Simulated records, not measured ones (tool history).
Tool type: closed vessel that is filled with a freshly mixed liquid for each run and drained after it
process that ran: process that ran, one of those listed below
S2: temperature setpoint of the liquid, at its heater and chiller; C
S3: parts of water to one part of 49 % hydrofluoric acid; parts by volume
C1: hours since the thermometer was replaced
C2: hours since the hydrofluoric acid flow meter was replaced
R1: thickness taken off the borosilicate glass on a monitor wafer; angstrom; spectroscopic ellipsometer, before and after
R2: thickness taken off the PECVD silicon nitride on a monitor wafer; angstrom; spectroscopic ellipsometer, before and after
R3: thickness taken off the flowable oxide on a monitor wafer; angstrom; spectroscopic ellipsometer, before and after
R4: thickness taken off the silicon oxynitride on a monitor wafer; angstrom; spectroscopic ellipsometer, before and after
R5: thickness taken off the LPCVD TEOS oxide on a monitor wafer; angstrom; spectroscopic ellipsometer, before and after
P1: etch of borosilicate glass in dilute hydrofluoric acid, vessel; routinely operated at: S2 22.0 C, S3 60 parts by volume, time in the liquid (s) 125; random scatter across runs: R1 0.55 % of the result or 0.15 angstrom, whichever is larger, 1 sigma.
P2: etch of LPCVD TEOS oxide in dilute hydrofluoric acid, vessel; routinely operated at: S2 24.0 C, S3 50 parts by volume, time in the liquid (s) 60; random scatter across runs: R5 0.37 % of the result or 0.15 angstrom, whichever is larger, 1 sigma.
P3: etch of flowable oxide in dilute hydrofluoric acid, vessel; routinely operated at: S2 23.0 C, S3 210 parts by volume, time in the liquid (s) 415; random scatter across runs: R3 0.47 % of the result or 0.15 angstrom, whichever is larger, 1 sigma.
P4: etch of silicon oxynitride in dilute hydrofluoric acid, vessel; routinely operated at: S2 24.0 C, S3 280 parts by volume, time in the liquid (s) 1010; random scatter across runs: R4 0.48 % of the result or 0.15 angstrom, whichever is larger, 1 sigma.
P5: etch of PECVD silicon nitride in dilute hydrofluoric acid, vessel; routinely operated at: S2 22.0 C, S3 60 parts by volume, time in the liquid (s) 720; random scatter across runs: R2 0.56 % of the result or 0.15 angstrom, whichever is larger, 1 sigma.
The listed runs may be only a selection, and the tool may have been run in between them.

run 1 hour=11.6 | process_that_ran=P1 S2=22.0 S3=60 time_in_the_liquid_(s)=125 | C1=1256.0 C2=765.2 | R1=386.48
run 2 hour=25.9 | process_that_ran=P5 S2=22.0 S3=60 time_in_the_liquid_(s)=720 | C1=1270.3 C2=779.5 | R2=435.52
run 3 hour=34.7 | process_that_ran=P1 S2=22.0 S3=20 time_in_the_liquid_(s)=125 | C1=1279.1 C2=788.3 | R1=1208.00
run 4 hour=46.3 | process_that_ran=P1 S2=22.0 S3=60 time_in_the_liquid_(s)=125 | C1=1290.7 C2=799.9 | R1=385.81
run 5 hour=60.9 | process_that_ran=P5 S2=22.0 S3=60 time_in_the_liquid_(s)=720 | C1=1305.3 C2=814.5 | R2=439.91
run 6 hour=76.0 | process_that_ran=P3 S2=17.0 S3=210 time_in_the_liquid_(s)=415 | C1=1320.4 C2=829.6 | R3=391.17
run 7 hour=86.1 | process_that_ran=P1 S2=29.5 S3=60 time_in_the_liquid_(s)=125 | C1=1330.5 C2=839.7 | R1=518.53
run 8 hour=99.2 | process_that_ran=P3 S2=23.0 S3=210 time_in_the_liquid_(s)=415 | C1=1343.6 C2=852.8 | R3=495.44
run 9 hour=114.0 | process_that_ran=P4 S2=24.0 S3=280 time_in_the_liquid_(s)=1010 | C1=1358.4 C2=867.6 | R4=149.390
run 10 hour=126.7 | process_that_ran=P1 S2=22.0 S3=60 time_in_the_liquid_(s)=35 | C1=1371.1 C2=880.3 | R1=108.41
run 11 hour=139.6 | process_that_ran=P5 S2=30.0 S3=60 time_in_the_liquid_(s)=720 | C1=1384.0 C2=893.2 | R2=753.12
run 12 hour=153.6 | process_that_ran=P2 S2=24.0 S3=50 time_in_the_liquid_(s)=105 | C1=1398.0 C2=907.2 | R5=725.10
run 13 hour=165.9 | process_that_ran=P1 S2=22.0 S3=30 time_in_the_liquid_(s)=195 | C1=1410.3 C2=919.5 | R1=1251.20
run 14 hour=182.2 | process_that_ran=P2 S2=30.5 S3=50 time_in_the_liquid_(s)=60 | C1=1426.6 C2=935.8 | R5=543.75
run 15 hour=194.5 | process_that_ran=P1 S2=22.0 S3=60 time_in_the_liquid_(s)=125 | C1=1438.9 C2=948.1 | R1=385.02
run 16 hour=210.5 | process_that_ran=P2 S2=24.0 S3=20 time_in_the_liquid_(s)=60 | C1=1454.9 C2=964.1 | R5=1090.10
run 17 hour=222.2 | process_that_ran=P3 S2=23.0 S3=45 time_in_the_liquid_(s)=415 | C1=1466.6 C2=975.8 | R3=2790.30
run 18 hour=231.4 | process_that_ran=P3 S2=23.0 S3=210 time_in_the_liquid_(s)=160 | C1=1475.8 C2=985.0 | R3=189.71
run 19 hour=246.6 | process_that_ran=P4 S2=24.0 S3=280 time_in_the_liquid_(s)=225 | C1=1491.0 C2=1000.2 | R4=33.476
run 20 hour=254.4 | process_that_ran=P5 S2=22.0 S3=60 time_in_the_liquid_(s)=205 | C1=1498.8 C2=1008.0 | R2=124.94
run 21 hour=265.2 | process_that_ran=P1 S2=17.0 S3=60 time_in_the_liquid_(s)=125 | C1=1509.6 C2=1018.8 | R1=313.71
run 22 hour=273.9 | process_that_ran=P5 S2=22.0 S3=90 time_in_the_liquid_(s)=720 | C1=1518.3 C2=1027.5 | R2=294.42
run 23 hour=288.8 | process_that_ran=P1 S2=22.0 S3=60 time_in_the_liquid_(s)=125 | C1=1533.2 C2=1042.4 | R1=389.34
run 24 hour=298.4 | process_that_ran=P1 S2=22.0 S3=60 time_in_the_liquid_(s)=125 | C1=1542.8 C2=1052.0 | R1=388.36
run 25 hour=306.4 | process_that_ran=P4 S2=24.0 S3=115 time_in_the_liquid_(s)=1010 | C1=1550.8 C2=1060.0 | R4=411.780
run 26 hour=315.6 | process_that_ran=P1 S2=22.0 S3=85 time_in_the_liquid_(s)=125 | C1=1560.0 C2=1069.2 | R1=263.38
run 27 hour=323.4 | process_that_ran=P2 S2=24.0 S3=50 time_in_the_liquid_(s)=60 | C1=1567.8 C2=1077.0 | R5=416.93
run 28 hour=339.6 | process_that_ran=P4 S2=29.5 S3=280 time_in_the_liquid_(s)=1010 | C1=1584.0 C2=1093.2 | R4=187.200
run 29 hour=349.3 | process_that_ran=P1 S2=22.0 S3=60 time_in_the_liquid_(s)=195 | C1=1593.7 C2=1102.9 | R1=605.05
run 30 hour=362.8 | process_that_ran=P2 S2=24.0 S3=50 time_in_the_liquid_(s)=60 | C1=1607.2 C2=1116.4 | R5=416.99
run 31 hour=374.9 | process_that_ran=P1 S2=22.0 S3=60 time_in_the_liquid_(s)=125 | C1=1619.3 C2=1128.5 | R1=384.31
run 32 hour=382.6 | process_that_ran=P1 S2=22.0 S3=60 time_in_the_liquid_(s)=125 | C1=1627.0 C2=1136.2 | R1=379.32
run 33 hour=398.7 | process_that_ran=P1 S2=22.0 S3=60 time_in_the_liquid_(s)=125 | C1=1643.1 C2=1152.3 | R1=369.64
run 34 hour=413.1 | process_that_ran=P1 S2=22.0 S3=60 time_in_the_liquid_(s)=125 | C1=1657.5 C2=1166.7 | R1=365.45
run 35 hour=420.8 | process_that_ran=P1 S2=22.0 S3=60 time_in_the_liquid_(s)=125 | C1=1665.2 C2=1174.4 | R1=360.83
run 36 hour=429.3 | process_that_ran=P1 S2=22.0 S3=60 time_in_the_liquid_(s)=125 | C1=1673.7 C2=1182.9 | R1=361.52
run 37 hour=437.2 | process_that_ran=P1 S2=22.0 S3=60 time_in_the_liquid_(s)=125 | C1=1681.6 C2=1190.8 | R1=359.57
run 38 hour=453.2 | process_that_ran=P1 S2=22.0 S3=60 time_in_the_liquid_(s)=125 | C1=1697.6 C2=1206.8 | R1=357.85
run 39 hour=465.3 | process_that_ran=P1 S2=22.0 S3=60 time_in_the_liquid_(s)=125 | C1=1709.7 C2=1218.9 | R1=356.82

Estimate the outcome of run 40 from the log above:
run 40 hour=475.9 | process_that_ran=P1 S2=22.0 S3=60 time_in_the_liquid_(s)=125 | C1=1720.3 C2=1229.5 | R1=?

R1: 358.41 angstrom
